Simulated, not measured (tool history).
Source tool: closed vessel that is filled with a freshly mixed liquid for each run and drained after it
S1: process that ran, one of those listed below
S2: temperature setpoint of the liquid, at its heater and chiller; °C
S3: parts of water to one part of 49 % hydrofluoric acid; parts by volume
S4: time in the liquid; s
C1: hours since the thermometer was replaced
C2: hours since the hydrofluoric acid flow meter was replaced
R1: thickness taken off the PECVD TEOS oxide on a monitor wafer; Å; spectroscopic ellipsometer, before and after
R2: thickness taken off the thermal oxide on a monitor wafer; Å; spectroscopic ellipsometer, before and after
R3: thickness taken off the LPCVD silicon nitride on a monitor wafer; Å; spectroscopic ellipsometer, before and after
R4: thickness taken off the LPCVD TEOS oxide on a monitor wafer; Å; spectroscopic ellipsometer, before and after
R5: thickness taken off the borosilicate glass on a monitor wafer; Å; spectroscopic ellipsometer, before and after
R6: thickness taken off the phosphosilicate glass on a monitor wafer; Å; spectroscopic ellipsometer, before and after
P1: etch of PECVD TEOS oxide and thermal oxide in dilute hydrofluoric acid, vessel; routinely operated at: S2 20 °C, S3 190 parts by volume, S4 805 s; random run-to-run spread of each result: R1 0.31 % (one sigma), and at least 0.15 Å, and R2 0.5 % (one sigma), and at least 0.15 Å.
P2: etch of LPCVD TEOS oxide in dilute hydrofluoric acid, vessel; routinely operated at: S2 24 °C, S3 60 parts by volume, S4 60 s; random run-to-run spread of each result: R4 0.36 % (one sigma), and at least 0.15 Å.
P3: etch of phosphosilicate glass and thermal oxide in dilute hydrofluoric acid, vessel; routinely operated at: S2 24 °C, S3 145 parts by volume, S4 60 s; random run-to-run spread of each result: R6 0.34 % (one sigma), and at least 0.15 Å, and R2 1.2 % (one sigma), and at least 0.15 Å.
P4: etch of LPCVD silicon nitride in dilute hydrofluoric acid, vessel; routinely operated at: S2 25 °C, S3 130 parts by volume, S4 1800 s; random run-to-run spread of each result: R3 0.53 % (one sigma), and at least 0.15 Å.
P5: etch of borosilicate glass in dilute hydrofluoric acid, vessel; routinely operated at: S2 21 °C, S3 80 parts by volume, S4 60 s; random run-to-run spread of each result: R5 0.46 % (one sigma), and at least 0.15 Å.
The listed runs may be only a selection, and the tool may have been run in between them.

{"run": 1, "hour": 13.2, "S1": "P1", "S2": 20, "S3": 190, "S4": 805, "C1": 1210, "C2": 426.3, "R1": 408.49, "R2": 146.48}
{"run": 2, "hour": 25.0, "S1": "P4", "S2": 25, "S3": 130, "S4": 1800, "C1": 1221.8, "C2": 438.1, "R3": 74.521}
{"run": 3, "hour": 34.4, "S1": "P4", "S2": 18, "S3": 130, "S4": 1800, "C1": 1231.2, "C2": 447.5, "R3": 47.525}
{"run": 4, "hour": 43.3, "S1": "P4", "S2": 25, "S3": 25, "S4": 1800, "C1": 1240.1, "C2": 456.4, "R3": 376.7}
{"run": 5, "hour": 58.0, "S1": "P2", "S2": 24, "S3": 85, "S4": 60, "C1": 1254.8, "C2": 471.1, "R4": 390.25}
{"run": 6, "hour": 69.5, "S1": "P1", "S2": 20, "S3": 190, "S4": 805, "C1": 1266.3, "C2": 482.6, "R1": 412.18, "R2": 148.82}
{"run": 7, "hour": 79.6, "S1": "P1", "S2": 20, "S3": 190, "S4": 295, "C1": 1276.4, "C2": 492.7, "R1": 151.45, "R2": 53.917}
{"run": 8, "hour": 87.5, "S1": "P1", "S2": 20, "S3": 190, "S4": 805, "C1": 1284.3, "C2": 500.6, "R1": 409.76, "R2": 147.67}
{"run": 9, "hour": 99.2, "S1": "P4", "S2": 25, "S3": 130, "S4": 2720, "C1": 1296, "C2": 512.3, "R3": 112.56}
{"run": 10, "hour": 112.0, "S1": "P1", "S2": 17, "S3": 270, "S4": 805, "C1": 1308.8, "C2": 525.1, "R1": 238.58, "R2": 85.642}
{"run": 11, "hour": 123.0, "S1": "P1", "S2": 20, "S3": 190, "S4": 1565, "C1": 1319.8, "C2": 536.1, "R1": 801.64, "R2": 289.16}
{"run": 12, "hour": 137.0, "S1": "P2", "S2": 31, "S3": 60, "S4": 60, "C1": 1333.8, "C2": 550.1, "R4": 754.83}
{"run": 13, "hour": 146.8, "S1": "P5", "S2": 29.5, "S3": 80, "S4": 60, "C1": 1343.6, "C2": 559.9, "R5": 283.69}
{"run": 14, "hour": 155.1, "S1": "P5", "S2": 21, "S3": 80, "S4": 60, "C1": 1351.9, "C2": 568.2, "R5": 200.96}
{"run": 15, "hour": 163.7, "S1": "P5", "S2": 21, "S3": 135, "S4": 60, "C1": 1360.5, "C2": 576.8, "R5": 111.67}
{"run": 16, "hour": 177.2, "S1": "P1", "S2": 20, "S3": 45, "S4": 805, "C1": 1374, "C2": 590.3, "R1": 2031.2, "R2": 732.35}
{"run": 17, "hour": 186.3, "S1": "P3", "S2": 24, "S3": 215, "S4": 60, "C1": 1383.1, "C2": 599.4, "R2": 11.699, "R6": 301.51}
{"run": 18, "hour": 196.6, "S1": "P1", "S2": 26.5, "S3": 75, "S4": 805, "C1": 1393.4, "C2": 609.7, "R1": 1529.7, "R2": 557.42}
{"run": 19, "hour": 211.6, "S1": "P1", "S2": 20, "S3": 330, "S4": 805, "C1": 1408.4, "C2": 624.7, "R1": 207.03, "R2": 75.24}
{"run": 20, "hour": 224.9, "S1": "P4", "S2": 25, "S3": 130, "S4": 1800, "C1": 1421.7, "C2": 638, "R3": 73.848}
{"run": 21, "hour": 235.8, "S1": "P1", "S2": 20, "S3": 190, "S4": 805, "C1": 1432.6, "C2": 648.9, "R1": 411.41, "R2": 147.89}
{"run": 22, "hour": 249.8, "S1": "P3", "S2": 24, "S3": 145, "S4": 60, "C1": 1446.6, "C2": 662.9, "R2": 19.103, "R6": 480.87}
{"run": 23, "hour": 256.7, "S1": "P1", "S2": 17, "S3": 190, "S4": 805, "C1": 1453.5, "C2": 669.8, "R1": 365.21, "R2": 130.28}
{"run": 24, "hour": 265.1, "S1": "P2", "S2": 24, "S3": 60, "S4": 60, "C1": 1461.9, "C2": 678.2, "R4": 570.14}
{"run": 25, "hour": 276.0, "S1": "P1", "S2": 20, "S3": 190, "S4": 805, "C1": 1472.8, "C2": 689.1, "R1": 410.66, "R2": 147.96}
{"run": 26, "hour": 289.4, "S1": "P1", "S2": 20, "S3": 190, "S4": 805, "C1": 1486.2, "C2": 702.5, "R1": 411.35, "R2": 148.15}
{"run": 27, "hour": 301.5, "S1": "P5", "S2": 21, "S3": 80, "S4": 30, "C1": 1498.3, "C2": 714.6, "R5": 101.06}
{"run": 28, "hour": 315.0, "S1": "P2", "S2": 24, "S3": 60, "S4": 85, "C1": 1511.8, "C2": 728.1, "R4": 805.09}
{"run": 29, "hour": 327.0, "S1": "P1", "S2": 26.5, "S3": 190, "S4": 805, "C1": 1523.8, "C2": 740.1, "R1": 525.73, "R2": 188.38}
{"run": 30, "hour": 341.4, "S1": "P3", "S2": 30.5, "S3": 145, "S4": 60, "C1": 1538.2, "C2": 754.5, "R2": 24.011, "R6": 614.12}
{"run": 31, "hour": 348.3, "S1": "P5", "S2": 21, "S3": 80, "S4": 60, "C1": 1545.1, "C2": 761.4, "R5": 201.38}
{"run": 32, "hour": 358.9, "S1": "P2", "S2": 24, "S3": 60, "S4": 60, "C1": 1555.7, "C2": 772, "R4": 569.73}
{"run": 33, "hour": 372.4, "S1": "P3", "S2": 24, "S3": 145, "S4": 30, "C1": 1569.2, "C2": 785.5, "R2": 9.1897, "R6": 241.22}
{"run": 34, "hour": 381.5, "S1": "P1", "S2": 20, "S3": 190, "S4": 805, "C1": 1578.3, "C2": 794.6, "R1": 413.58, "R2": 147.88}
{"run": 35, "hour": 393.9, "S1": "P1", "S2": 20, "S3": 190, "S4": 805, "C1": 1590.7, "C2": 807, "R1": 435.57, "R2": 154.87}
{"run": 36, "hour": 401.6, "S1": "P1", "S2": 20, "S3": 190, "S4": 805, "C1": 1598.4, "C2": 814.7, "R1": 443.57, "R2": 158}
{"run": 37, "hour": 409.0, "S1": "P1", "S2": 20, "S3": 190, "S4": 805, "C1": 1605.8, "C2": 822.1, "R1": 445.31, "R2": 161.08}
{"run": 38, "hour": 419.0, "S1": "P1", "S2": 20, "S3": 190, "S4": 805, "C1": 1615.8, "C2": 832.1, "R1": 447.27, "R2": 163.16}
{"run": 39, "hour": 426.8, "S1": "P1", "S2": 20, "S3": 190, "S4": 805, "C1": 1623.6, "C2": 839.9, "R1": 448.69, "R2": 162.77}
{"run": 40, "hour": 434.1, "S1": "P1", "S2": 20, "S3": 190, "S4": 805, "C1": 1630.9, "C2": 847.2, "R1": 450.04, "R2": 161.59}

Something has made what P1 gives creep away from where it was; the 2 causes below, each at its own stated size, fit the log equally well:
A: hydrofluoric acid flow above the setpoint (%) = 7.97
B: liquid hotter than its thermometer reads (K) = 2.37
The creep began at about hour 381.5.

Consider the 4 single-wafer check runs listed below, results given as question marks: which one distinguishes between the causes by giving clearly different results for each?
{"run": "check 1", "hour": 441.4, "S1": "P5", "S2": 28, "S3": 80, "S4": 30, "R5": "?"}
{"run": "check 2", "hour": 441.4, "S1": "P3", "S2": 28, "S3": 145, "S4": 60, "R2": "?", "R6": "?"}
{"run": "check 3", "hour": 441.4, "S1": "P4", "S2": 18, "S3": 130, "S4": 1800, "R3": "?"}
{"run": "check 4", "hour": 441.4, "S1": "P2", "S2": 30.5, "S3": 60, "S4": 60, "R4": "?"}

How each check would come out, cause by cause:
check=check_1 result=R5 if_A=145.19 if_B=146.08
check=check_2 result=R2 if_A=24.373 if_B=24.276
check=check_2 result=R6 if_A=613.82 if_B=611.37
check=check_3 result=R3 if_A=50.452 if_B=54.998
check=check_4 result=R4 if_A=804.7 if_B=810.63
How far apart the two closest causes lie, in the result that separates them most: check 1 0.61 %; check 2 0.4 %; check 3 8.63 %; check 4 0.73 %
Check 3 is the one run that separates the causes; every other check would come out nearly the same whichever cause is at work.

Running check 3 produced the following: R3 50.145 Å. Which one of the listed causes fits?

A is the cause: hydrofluoric acid flow above the setpoint (%).

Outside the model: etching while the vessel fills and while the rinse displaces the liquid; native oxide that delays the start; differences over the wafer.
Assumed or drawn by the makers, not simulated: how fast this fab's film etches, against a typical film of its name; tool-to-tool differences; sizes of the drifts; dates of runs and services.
